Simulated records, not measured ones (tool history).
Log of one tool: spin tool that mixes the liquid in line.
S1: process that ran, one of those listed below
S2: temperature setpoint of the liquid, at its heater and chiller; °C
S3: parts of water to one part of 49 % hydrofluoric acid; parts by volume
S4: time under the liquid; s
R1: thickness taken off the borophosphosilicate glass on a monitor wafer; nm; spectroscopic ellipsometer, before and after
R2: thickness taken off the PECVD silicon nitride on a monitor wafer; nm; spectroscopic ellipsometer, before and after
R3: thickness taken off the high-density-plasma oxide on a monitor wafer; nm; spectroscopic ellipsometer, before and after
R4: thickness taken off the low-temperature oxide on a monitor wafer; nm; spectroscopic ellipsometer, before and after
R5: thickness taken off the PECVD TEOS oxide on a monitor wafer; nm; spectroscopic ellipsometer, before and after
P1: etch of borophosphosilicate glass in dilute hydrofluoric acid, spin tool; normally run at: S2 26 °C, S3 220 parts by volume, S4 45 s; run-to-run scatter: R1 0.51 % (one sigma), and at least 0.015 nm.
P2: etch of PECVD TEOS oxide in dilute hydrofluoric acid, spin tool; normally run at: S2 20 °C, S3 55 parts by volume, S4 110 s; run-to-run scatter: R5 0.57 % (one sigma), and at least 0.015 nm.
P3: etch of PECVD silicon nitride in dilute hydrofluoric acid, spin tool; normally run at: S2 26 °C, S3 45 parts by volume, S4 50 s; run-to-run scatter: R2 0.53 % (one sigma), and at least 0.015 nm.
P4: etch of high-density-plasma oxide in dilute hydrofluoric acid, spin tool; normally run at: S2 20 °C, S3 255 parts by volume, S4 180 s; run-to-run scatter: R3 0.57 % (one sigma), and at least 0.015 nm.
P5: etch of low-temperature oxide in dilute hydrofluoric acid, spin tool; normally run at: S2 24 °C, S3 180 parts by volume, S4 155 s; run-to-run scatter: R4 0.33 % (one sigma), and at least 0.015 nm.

Run 1, hour 6.3: S1 P1, S2 26 °C, S3 220 parts by volume, S4 45 s. Result: R1 8.4631 nm.
Run 2, hour 14.2: S1 P3, S2 26 °C, S3 45 parts by volume, S4 75 s. Result: R2 9.1505 nm.
Run 3, hour 20.1: S1 P1, S2 26 °C, S3 220 parts by volume, S4 45 s. Result: R1 8.4154 nm.
Run 4, hour 24.3: S1 P4, S2 20 °C, S3 95 parts by volume, S4 180 s. Result: R3 13.102 nm.
Run 5, hour 29.6: S1 P1, S2 26 °C, S3 220 parts by volume, S4 15 s. Result: R1 2.7687 nm.
At hour 33.6: thermometer replaced.
Run 6, hour 37.4: S1 P1, S2 26 °C, S3 220 parts by volume, S4 45 s. Result: R1 8.3019 nm.
Run 7, hour 42.7: S1 P5, S2 24 °C, S3 180 parts by volume, S4 290 s. Result: R4 28.942 nm.
Run 8, hour 48.6: S1 P4, S2 20 °C, S3 255 parts by volume, S4 365 s. Result: R3 8.4089 nm.
Run 9, hour 53: S1 P2, S2 20 °C, S3 55 parts by volume, S4 15 s. Result: R5 3.276 nm.
Run 10, hour 57.7: S1 P1, S2 26 °C, S3 220 parts by volume, S4 45 s. Result: R1 8.4043 nm.
Run 11, hour 65: S1 P1, S2 26 °C, S3 220 parts by volume, S4 45 s. Result: R1 8.4026 nm.
Run 12, hour 72.5: S1 P1, S2 26 °C, S3 330 parts by volume, S4 45 s. Result: R1 5.0331 nm.
Run 13, hour 77.1: S1 P5, S2 24 °C, S3 180 parts by volume, S4 155 s. Result: R4 15.467 nm.
Run 14, hour 82.2: S1 P1, S2 20.5 °C, S3 220 parts by volume, S4 45 s. Result: R1 6.7972 nm.
Run 15, hour 86.8: S1 P4, S2 20 °C, S3 255 parts by volume, S4 180 s. Result: R3 4.1573 nm.
Run 16, hour 93.2: S1 P1, S2 32 °C, S3 55 parts by volume, S4 45 s. Result: R1 51.682 nm.
Run 17, hour 97.3: S1 P1, S2 26 °C, S3 220 parts by volume, S4 85 s. Result: R1 15.694 nm.
Run 18, hour 101.3: S1 P1, S2 30.5 °C, S3 220 parts by volume, S4 45 s. Result: R1 9.775 nm.
Run 19, hour 108: S1 P5, S2 24 °C, S3 295 parts by volume, S4 155 s. Result: R4 8.356 nm.
Run 20, hour 115.6: S1 P2, S2 20 °C, S3 95 parts by volume, S4 110 s. Result: R5 13.246 nm.
Run 21, hour 124: S1 P2, S2 20 °C, S3 55 parts by volume, S4 110 s. Result: R5 23.619 nm.
Run 22, hour 131.9: S1 P4, S2 20 °C, S3 255 parts by volume, S4 180 s. Result: R3 4.1462 nm.
Run 23, hour 138.3: S1 P3, S2 26 °C, S3 20 parts by volume, S4 50 s. Result: R2 13.345 nm.
Run 24, hour 143: S1 P2, S2 28.5 °C, S3 55 parts by volume, S4 110 s. Result: R5 33.912 nm.
Run 25, hour 150.2: S1 P1, S2 26 °C, S3 110 parts by volume, S4 45 s. Result: R1 19.027 nm.
Run 26, hour 156.5: S1 P4, S2 17 °C, S3 255 parts by volume, S4 180 s. Result: R3 3.7557 nm.
Run 27, hour 163.5: S1 P3, S2 26 °C, S3 45 parts by volume, S4 50 s. Result: R2 6.1707 nm.
Run 28, hour 172: S1 P1, S2 26 °C, S3 220 parts by volume, S4 45 s. Result: R1 8.422 nm.
Run 29, hour 177.2: S1 P3, S2 33 °C, S3 45 parts by volume, S4 50 s. Result: R2 9.6083 nm.
Run 30, hour 185.7: S1 P5, S2 32 °C, S3 180 parts by volume, S4 155 s. Result: R4 20.56 nm.
Run 31, hour 191.5: S1 P1, S2 18 °C, S3 65 parts by volume, S4 45 s. Result: R1 24.439 nm.
Run 32, hour 196.5: S1 P1, S2 26 °C, S3 220 parts by volume, S4 45 s. Result: R1 8.358 nm.
Run 33, hour 201.9: S1 P1, S2 26 °C, S3 220 parts by volume, S4 45 s. Result: R1 8.367 nm.
Run 34, hour 209: S1 P1, S2 26 °C, S3 220 parts by volume, S4 45 s. Result: R1 8.7346 nm.
Run 35, hour 214.2: S1 P1, S2 26 °C, S3 220 parts by volume, S4 45 s. Result: R1 8.7973 nm.
Run 36, hour 220.1: S1 P1, S2 26 °C, S3 220 parts by volume, S4 45 s. Result: R1 8.8335 nm.
Run 37, hour 225.2: S1 P1, S2 26 °C, S3 220 parts by volume, S4 45 s. Result: R1 8.8216 nm.
Run 38, hour 233.1: S1 P1, S2 26 °C, S3 220 parts by volume, S4 45 s. Result: R1 8.9498 nm.
Run 39, hour 239.4: S1 P1, S2 26 °C, S3 220 parts by volume, S4 45 s. Result: R1 8.9523 nm.
Run 40, hour 244.2: S1 P1, S2 26 °C, S3 220 parts by volume, S4 45 s. Result: R1 8.9958 nm.
Run 41, hour 249.1: S1 P1, S2 26 °C, S3 220 parts by volume, S4 45 s. Result: R1 8.9593 nm.

What P1 gives has crept away from where it was. These 2 causes fit the log equally well, each at the size given:
A: hydrofluoric acid flow above the setpoint (%) = 5.82
B: liquid hotter than its thermometer reads (K) = 1.99
The creep began at about hour 201.9.

4 check runs are offered, one wafer each, their results left as question marks. Which one tells the causes apart?
Run check 1, hour 254: S1 P2, S2 28 °C, S3 95 parts by volume, S4 110 s. Result: R5 ?.
Run check 2, hour 254: S1 P3, S2 33 °C, S3 45 parts by volume, S4 75 s. Result: R2 ?.
Run check 3, hour 254: S1 P4, S2 17 °C, S3 255 parts by volume, S4 350 s. Result: R3 ?.
Run check 4, hour 254: S1 P5, S2 24 °C, S3 180 parts by volume, S4 225 s. Result: R4 ?.

What each check would give under each cause:
  check  result    if A    if B
check 1      R5  19.341  19.575
check 2      R2  15.219  16.307
check 3      R3  7.7327  7.7904
check 4      R4  24.082  24.232
How far apart the two closest causes lie, in the result that separates them most: check 1 1.2 %; check 2 6.91 %; check 3 0.74 %; check 4 0.62 %
Only check 2 tells the causes apart: in the others they would give nearly the same result.

Check 2 was then run and gave: R2 16.282 nm. Which cause is it?

It is B: liquid hotter than its thermometer reads (K).
